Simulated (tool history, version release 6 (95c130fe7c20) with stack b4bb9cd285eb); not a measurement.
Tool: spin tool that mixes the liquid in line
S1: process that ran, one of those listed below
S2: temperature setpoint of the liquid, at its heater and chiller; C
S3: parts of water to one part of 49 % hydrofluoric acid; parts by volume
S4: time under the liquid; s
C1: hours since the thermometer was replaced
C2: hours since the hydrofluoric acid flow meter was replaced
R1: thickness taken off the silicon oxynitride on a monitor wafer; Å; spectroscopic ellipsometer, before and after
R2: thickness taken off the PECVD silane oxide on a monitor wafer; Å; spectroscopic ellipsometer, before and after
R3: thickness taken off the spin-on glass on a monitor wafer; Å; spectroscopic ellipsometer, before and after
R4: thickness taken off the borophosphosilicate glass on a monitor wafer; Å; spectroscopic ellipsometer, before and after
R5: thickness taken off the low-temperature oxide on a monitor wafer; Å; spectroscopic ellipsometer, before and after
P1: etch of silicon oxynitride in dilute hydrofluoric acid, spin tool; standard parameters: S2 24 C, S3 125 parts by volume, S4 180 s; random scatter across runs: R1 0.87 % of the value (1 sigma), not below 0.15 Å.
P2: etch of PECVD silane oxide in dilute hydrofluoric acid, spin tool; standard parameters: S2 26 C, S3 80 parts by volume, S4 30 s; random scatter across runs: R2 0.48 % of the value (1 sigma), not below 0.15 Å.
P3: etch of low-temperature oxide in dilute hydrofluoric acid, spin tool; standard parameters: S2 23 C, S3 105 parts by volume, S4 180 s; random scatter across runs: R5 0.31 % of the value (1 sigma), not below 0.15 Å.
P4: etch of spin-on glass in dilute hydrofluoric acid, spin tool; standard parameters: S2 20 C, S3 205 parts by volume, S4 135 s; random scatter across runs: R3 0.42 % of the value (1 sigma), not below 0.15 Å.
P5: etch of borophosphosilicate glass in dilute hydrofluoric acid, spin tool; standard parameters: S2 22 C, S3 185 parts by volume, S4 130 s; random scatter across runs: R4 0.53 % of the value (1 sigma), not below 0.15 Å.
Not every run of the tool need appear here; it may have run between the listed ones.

run   hour  S1    S2   S3   S4     C1     C2      R1      R2      R3      R4      R5
  1    3.1  P1    24  125  180  511.8  415.4  30.176
  2    7.3  P2    26   80   30    516  419.6          128.45
  3   11.5  P1  27.5   70  180  520.2  423.8  68.327
  4     15  P4    20  205  225  523.7  427.3                  312.14
  5   18.5  P5    17  185  130  527.2  430.8                           157.2
  6   22.9  P4    20   70  135  531.6  435.2                  628.39
  7   26.4  P1    24  125  180  535.1  438.7  30.894
  8   29.7  P1    24   65  180  538.4    442  62.707
  9   34.1  P1    30  125  180  542.8  446.4  40.842
 10   36.4  P2    26   80   15  545.1  448.7          63.683
 11   39.9  P3    23  105  275  548.6  452.2                                  461.08
 12   43.9  P1    24  125  180  552.6  456.2   30.52
 13   47.2  P1    24  200  180  555.9  459.5  18.185
 14   50.6  P1  31.5  125  285  559.3  462.9  68.485
 15   54.1  P3    23  105  180  562.8  466.4                                  300.01
 16   57.1  P1  18.5  125  180  565.8  469.4  23.187
 17   60.3  P3    23   35  180    569  472.6                                  984.31
 18   64.6  P5    22  185  130  573.3  476.9                          189.97
 19   68.9  P2    20   80   30  577.6  481.2          99.197
 20   73.2  P4    20  205  135  581.9  485.5                  186.63
 21   76.1  P3    23  105  180  584.8  488.4                                  299.48
 22   80.1  P1    24  125  180  588.8  492.4  31.299
 23   84.3  P3    17  105  180    593  496.6                                  235.27
 24   88.4  P2    26   20   30  597.1  500.7          552.75
 25   92.2  P1    24  125   30  600.9  504.5  5.6171
 26   96.8  P2    26   80   30  605.5  509.1          126.77
 27   99.9  P5    22  305  130  608.6  512.2                          103.13
 28  103.6  P1    24  125  180  612.3  515.9  31.132
 29  106.1  P5    22  185  130  614.8  518.4                          190.53
 30  109.8  P4    17  205  135  618.5  522.1                  166.44
 31  113.3  P1    24  125  260    622  525.6  44.479
 32  116.3  P5    22  185   50    625  528.6                          72.339
 33  118.5  P1    24  125  180  627.2  530.8  30.848
 34  120.9  P1    24  125  180  629.6  533.2  31.327
 35  125.2  P1    24  125  180  633.9  537.5  33.112
 36  127.5  P1    24  125  180  636.2  539.8  33.607
 37  129.9  P1    24  125  180  638.6  542.2  34.361
 38  132.8  P1    24  125  180  641.5  545.1  33.208
 39  136.2  P1    24  125  180  644.9  548.5  33.706
 40  139.9  P1    24  125  180  648.6  552.2  33.954
 41  143.1  P1    24  125  180  651.8  555.4  33.806
 42  145.8  P1    24  125  180  654.5  558.1  34.536

The output of P1 has drifted from where it used to be. Each of the 2 causes below, taken at the size shown beside it, accounts for the log equally well:
A: hydrofluoric acid flow above the setpoint (%) = 9.66
B: liquid hotter than its thermometer reads (K) = 2.2
At approximately hour 118.5, the process output began to creep.

The 4 check runs listed below each average the results of 2 wafers, and their outcomes are marked with question marks. Under which run would the listed causes produce clearly different results?
check 1  148.5  P4    17   80  135                   ?
check 2  148.5  P5    17  300  130                       ?
check 3  148.5  P2  22.5   35   30               ?
check 4  148.5  P3    17   60  180                           ?

What each check would give under each cause:
  check  result    if A    if B
check 1      R3  533.44  529.83
check 2      R4  97.894   94.78
check 3      R2  294.65  293.42
check 4      R5  475.81  473.95
How far apart the two closest causes lie, in the result that separates them most: check 1 0.68 %; check 2 3.23 %; check 3 0.42 %; check 4 0.39 %
Of the check runs offered, only check 2 discriminates between the causes; the rest would read about the same regardless of which cause applies.

Check 2 was carried out, with these results: R4 95.024 Å. Which of the listed causes is responsible?

It is B: liquid hotter than its thermometer reads (K).

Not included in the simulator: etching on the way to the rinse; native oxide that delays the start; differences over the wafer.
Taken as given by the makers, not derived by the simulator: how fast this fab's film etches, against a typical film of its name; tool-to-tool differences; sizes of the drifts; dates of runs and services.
